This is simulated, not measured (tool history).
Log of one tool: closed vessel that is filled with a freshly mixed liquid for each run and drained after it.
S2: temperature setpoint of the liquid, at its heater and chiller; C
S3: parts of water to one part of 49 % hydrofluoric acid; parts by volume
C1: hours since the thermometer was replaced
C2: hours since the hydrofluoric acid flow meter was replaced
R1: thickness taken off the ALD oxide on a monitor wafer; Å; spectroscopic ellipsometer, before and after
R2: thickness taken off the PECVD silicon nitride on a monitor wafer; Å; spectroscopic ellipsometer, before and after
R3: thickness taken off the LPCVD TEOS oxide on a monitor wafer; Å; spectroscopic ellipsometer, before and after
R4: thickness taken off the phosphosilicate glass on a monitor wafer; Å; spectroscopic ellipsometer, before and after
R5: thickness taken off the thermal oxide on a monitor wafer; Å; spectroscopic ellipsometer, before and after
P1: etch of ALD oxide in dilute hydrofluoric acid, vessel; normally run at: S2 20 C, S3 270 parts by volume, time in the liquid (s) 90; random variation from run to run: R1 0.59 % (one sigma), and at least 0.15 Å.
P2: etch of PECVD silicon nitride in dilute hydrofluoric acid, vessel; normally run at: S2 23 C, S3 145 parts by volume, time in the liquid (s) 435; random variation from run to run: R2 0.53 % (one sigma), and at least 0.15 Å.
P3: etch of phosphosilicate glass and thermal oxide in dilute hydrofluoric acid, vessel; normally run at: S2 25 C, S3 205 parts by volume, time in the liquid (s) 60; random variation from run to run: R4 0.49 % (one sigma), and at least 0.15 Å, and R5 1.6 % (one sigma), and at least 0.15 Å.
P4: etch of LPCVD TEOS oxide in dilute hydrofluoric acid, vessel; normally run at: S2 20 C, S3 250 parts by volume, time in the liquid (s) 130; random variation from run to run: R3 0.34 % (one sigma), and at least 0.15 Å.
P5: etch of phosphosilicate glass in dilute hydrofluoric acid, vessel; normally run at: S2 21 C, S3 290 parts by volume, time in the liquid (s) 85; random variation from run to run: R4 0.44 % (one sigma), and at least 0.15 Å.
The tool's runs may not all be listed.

{"run": 1, "day": 0.512, "process that ran": "P1", "S2": 20, "S3": 270, "time in the liquid (s)": 90, "C1": 219.5, "C2": 680.1, "R1": 52.378}
{"run": 2, "day": 1.05, "process that ran": "P1", "S2": 20, "S3": 480, "time in the liquid (s)": 90, "C1": 232.4, "C2": 693, "R1": 24.385}
{"run": 3, "day": 1.421, "process that ran": "P2", "S2": 23, "S3": 145, "time in the liquid (s)": 90, "C1": 241.3, "C2": 701.9, "R2": 13.732}
{"run": 4, "day": 1.938, "process that ran": "P1", "S2": 20, "S3": 150, "time in the liquid (s)": 170, "C1": 253.7, "C2": 714.3, "R1": 201.26}
{"run": 5, "day": 2.467, "process that ran": "P1", "S2": 17, "S3": 270, "time in the liquid (s)": 155, "C1": 266.4, "C2": 727, "R1": 80.482}
{"run": 6, "day": 2.929, "process that ran": "P2", "S2": 17, "S3": 145, "time in the liquid (s)": 435, "C1": 277.5, "C2": 738.1, "R2": 43.652}
{"run": 7, "day": 3.383, "process that ran": "P4", "S2": 20, "S3": 250, "time in the liquid (s)": 240, "C1": 288.4, "C2": 749, "R3": 332.23}
{"run": 8, "day": 3.762, "process that ran": "P1", "S2": 20, "S3": 270, "time in the liquid (s)": 150, "C1": 297.5, "C2": 758.1, "R1": 86.991}
{"run": 9, "day": 4.317, "process that ran": "P3", "S2": 25, "S3": 205, "time in the liquid (s)": 60, "C1": 310.8, "C2": 771.4, "R4": 325.57, "R5": 13.045}
{"run": 10, "day": 4.65, "process that ran": "P3", "S2": 20, "S3": 205, "time in the liquid (s)": 60, "C1": 318.8, "C2": 779.4, "R4": 270.87, "R5": 10.486}
{"run": 11, "day": 5.142, "process that ran": "P2", "S2": 23, "S3": 45, "time in the liquid (s)": 435, "C1": 330.6, "C2": 791.2, "R2": 205.76}
{"run": 12, "day": 5.55, "process that ran": "P5", "S2": 29, "S3": 290, "time in the liquid (s)": 85, "C1": 340.4, "C2": 801, "R4": 171.31}
{"run": 13, "day": 6.004, "process that ran": "P1", "S2": 20, "S3": 95, "time in the liquid (s)": 90, "C1": 351.3, "C2": 811.9, "R1": 177.71}
{"run": 14, "day": 6.262, "process that ran": "P5", "S2": 21, "S3": 290, "time in the liquid (s)": 85, "C1": 357.5, "C2": 818.1, "R4": 130.1}
{"run": 15, "day": 6.808, "process that ran": "P2", "S2": 23, "S3": 145, "time in the liquid (s)": 435, "C1": 370.6, "C2": 831.2, "R2": 65.438}
{"run": 16, "day": 7.358, "process that ran": "P3", "S2": 25, "S3": 45, "time in the liquid (s)": 60, "C1": 383.8, "C2": 844.4, "R4": 1819.9, "R5": 72.851}
{"run": 17, "day": 7.738, "process that ran": "P1", "S2": 17, "S3": 420, "time in the liquid (s)": 90, "C1": 392.9, "C2": 853.5, "R1": 26.581}
{"run": 18, "day": 8.275, "process that ran": "P4", "S2": 17, "S3": 250, "time in the liquid (s)": 130, "C1": 405.8, "C2": 866.4, "R3": 159.58}
{"run": 19, "day": 8.812, "process that ran": "P1", "S2": 20, "S3": 270, "time in the liquid (s)": 90, "C1": 418.7, "C2": 879.3, "R1": 51.656}
{"run": 20, "day": 9.204, "process that ran": "P1", "S2": 27, "S3": 270, "time in the liquid (s)": 90, "C1": 428.1, "C2": 888.7, "R1": 66.605}
{"run": 21, "day": 9.7, "process that ran": "P1", "S2": 20, "S3": 270, "time in the liquid (s)": 90, "C1": 440, "C2": 900.6, "R1": 52.575}
{"run": 22, "day": 10.1, "process that ran": "P3", "S2": 25, "S3": 205, "time in the liquid (s)": 30, "C1": 449.6, "C2": 910.2, "R4": 161.93, "R5": 6.707}
{"run": 23, "day": 10.471, "process that ran": "P1", "S2": 20, "S3": 270, "time in the liquid (s)": 45, "C1": 458.5, "C2": 919.1, "R1": 26.213}
{"run": 24, "day": 11.033, "process that ran": "P5", "S2": 21, "S3": 290, "time in the liquid (s)": 30, "C1": 472, "C2": 932.6, "R4": 46.046}
{"run": 25, "day": 11.538, "process that ran": "P5", "S2": 21, "S3": 130, "time in the liquid (s)": 85, "C1": 484.1, "C2": 944.7, "R4": 344.99}
{"run": 26, "day": 12.025, "process that ran": "P1", "S2": 17, "S3": 270, "time in the liquid (s)": 90, "C1": 495.8, "C2": 956.4, "R1": 46.609}
{"run": 27, "day": 12.329, "process that ran": "P1", "S2": 20, "S3": 270, "time in the liquid (s)": 90, "C1": 503.1, "C2": 963.7, "R1": 52.315}
{"run": 28, "day": 12.671, "process that ran": "P3", "S2": 25, "S3": 205, "time in the liquid (s)": 60, "C1": 511.3, "C2": 971.9, "R4": 325.3, "R5": 13.15}
{"run": 29, "day": 12.938, "process that ran": "P4", "S2": 20, "S3": 250, "time in the liquid (s)": 130, "C1": 517.7, "C2": 978.3, "R3": 178.76}
{"run": 30, "day": 13.492, "process that ran": "P5", "S2": 21, "S3": 290, "time in the liquid (s)": 85, "C1": 531, "C2": 991.6, "R4": 130.92}
{"run": 31, "day": 14.038, "process that ran": "P1", "S2": 20, "S3": 270, "time in the liquid (s)": 90, "C1": 544.1, "C2": 1004.7, "R1": 52.291}
{"run": 32, "day": 14.508, "process that ran": "P4", "S2": 20, "S3": 250, "time in the liquid (s)": 130, "C1": 555.4, "C2": 1016, "R3": 179.16}

Run 33 comes next. What will it give?
{"run": 33, "day": 15.021, "process that ran": "P4", "S2": 20, "S3": 55, "time in the liquid (s)": 130, "C1": 567.7, "C2": 1028.3, "R3": "?"}

R3: 1002.8 Å
